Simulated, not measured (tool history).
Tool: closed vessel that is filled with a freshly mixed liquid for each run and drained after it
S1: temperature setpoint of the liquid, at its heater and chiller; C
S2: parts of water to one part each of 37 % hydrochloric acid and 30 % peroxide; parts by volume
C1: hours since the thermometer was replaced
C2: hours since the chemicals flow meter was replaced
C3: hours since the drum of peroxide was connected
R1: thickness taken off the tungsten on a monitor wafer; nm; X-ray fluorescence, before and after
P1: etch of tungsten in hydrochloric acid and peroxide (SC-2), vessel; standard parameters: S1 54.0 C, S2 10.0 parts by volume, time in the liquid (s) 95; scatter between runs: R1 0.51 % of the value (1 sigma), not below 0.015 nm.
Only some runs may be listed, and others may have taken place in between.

run 1 hour=4.8 | S1=54.0 S2=10.0 time_in_the_liquid_(s)=95 | C1=473.6 C2=355.9 C3=371.2 | R1=21.3560
run 2 hour=9.8 | S1=64.0 S2=10.0 time_in_the_liquid_(s)=45 | C1=478.6 C2=360.9 C3=376.2 | R1=19.0310
run 3 hour=16.5 | S1=54.0 S2=10.0 time_in_the_liquid_(s)=95 | C1=485.3 C2=367.6 C3=382.9 | R1=21.4940
run 4 hour=23.0 | S1=54.0 S2=10.0 time_in_the_liquid_(s)=95 | C1=491.8 C2=374.1 C3=389.4 | R1=21.2740
run 5 hour=32.6 | S1=54.0 S2=4.0 time_in_the_liquid_(s)=30 | C1=501.4 C2=383.7 C3=399.0 | R1=13.5230
run 6 hour=42.4 | S1=54.0 S2=10.0 time_in_the_liquid_(s)=95 | C1=511.2 C2=393.5 C3=408.8 | R1=21.3610
run 7 hour=50.4 | S1=54.0 S2=4.0 time_in_the_liquid_(s)=95 | C1=519.2 C2=401.5 C3=416.8 | R1=43.1560
run 8 hour=56.7 | S1=54.0 S2=17.5 time_in_the_liquid_(s)=95 | C1=525.5 C2=407.8 C3=423.1 | R1=13.1470
run 9 hour=62.7 | S1=54.0 S2=10.0 time_in_the_liquid_(s)=30 | C1=531.5 C2=413.8 C3=429.1 | R1=6.7726
run 10 hour=70.9 | S1=54.0 S2=10.0 time_in_the_liquid_(s)=175 | C1=539.7 C2=422.0 C3=437.3 | R1=39.4820
run 11 hour=78.8 | S1=37.5 S2=10.0 time_in_the_liquid_(s)=95 | C1=547.6 C2=429.9 C3=445.2 | R1=6.9315
run 12 hour=87.6 | S1=70.0 S2=10.0 time_in_the_liquid_(s)=95 | C1=556.4 C2=438.7 C3=454.0 | R1=57.8380
run 13 hour=92.3 | S1=54.0 S2=10.0 time_in_the_liquid_(s)=95 | C1=561.1 C2=443.4 C3=458.7 | R1=21.4750
run 14 hour=102.6 | S1=54.0 S2=10.0 time_in_the_liquid_(s)=95 | C1=571.4 C2=453.7 C3=469.0 | R1=21.2600
run 15 hour=111.8 | S1=54.0 S2=10.0 time_in_the_liquid_(s)=95 | C1=580.6 C2=462.9 C3=478.2 | R1=21.5690
run 16 hour=122.5 | S1=54.0 S2=10.0 time_in_the_liquid_(s)=95 | C1=591.3 C2=473.6 C3=488.9 | R1=22.2440
run 17 hour=130.9 | S1=54.0 S2=10.0 time_in_the_liquid_(s)=95 | C1=599.7 C2=482.0 C3=497.3 | R1=22.6880

Run 18, settings as shown, results not yet in. Your forecast:
run 18 hour=136.4 | S1=54.0 S2=10.0 time_in_the_liquid_(s)=95 | C1=605.2 C2=487.5 C3=502.8 | R1=?

Run 18 yielded R1 22.7730 nm.

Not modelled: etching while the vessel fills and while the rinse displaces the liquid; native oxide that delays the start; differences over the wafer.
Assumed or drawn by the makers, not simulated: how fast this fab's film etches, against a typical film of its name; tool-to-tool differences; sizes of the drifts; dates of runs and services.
